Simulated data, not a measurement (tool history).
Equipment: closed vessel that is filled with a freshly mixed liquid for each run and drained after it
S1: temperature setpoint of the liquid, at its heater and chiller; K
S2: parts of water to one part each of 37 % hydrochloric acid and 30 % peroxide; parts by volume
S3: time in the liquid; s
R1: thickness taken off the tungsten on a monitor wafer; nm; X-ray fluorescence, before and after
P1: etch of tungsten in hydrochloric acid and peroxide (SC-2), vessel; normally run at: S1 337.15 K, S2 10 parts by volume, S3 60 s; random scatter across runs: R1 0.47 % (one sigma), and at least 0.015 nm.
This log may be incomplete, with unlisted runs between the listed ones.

run	hour	S1	S2	S3	R1
1	6.7	337.15	10	60	23.813
2	19.2	337.15	10	30	11.831
3	31.8	322.65	10	60	9.384
4	40.3	337.15	10	60	23.876
5	50.1	337.15	10	60	23.618
6	58.6	337.15	16.5	60	15.472
7	67.2	337.15	4	30	23.88
# hour 68.3: chemicals flow meter replaced
8	77.8	337.15	10	60	23.771
9	87.2	345.15	10	60	38.588
10	100.4	337.15	4	60	47.336
11	108.8	337.15	10	110	43.822
12	119.4	337.15	10	60	23.954
13	129.4	337.15	10	60	22.866

Run 14 has not been measured yet. What should we expect?
14	137.2	337.15	10	60	?

{"run 14": {"R1": 22.676}}
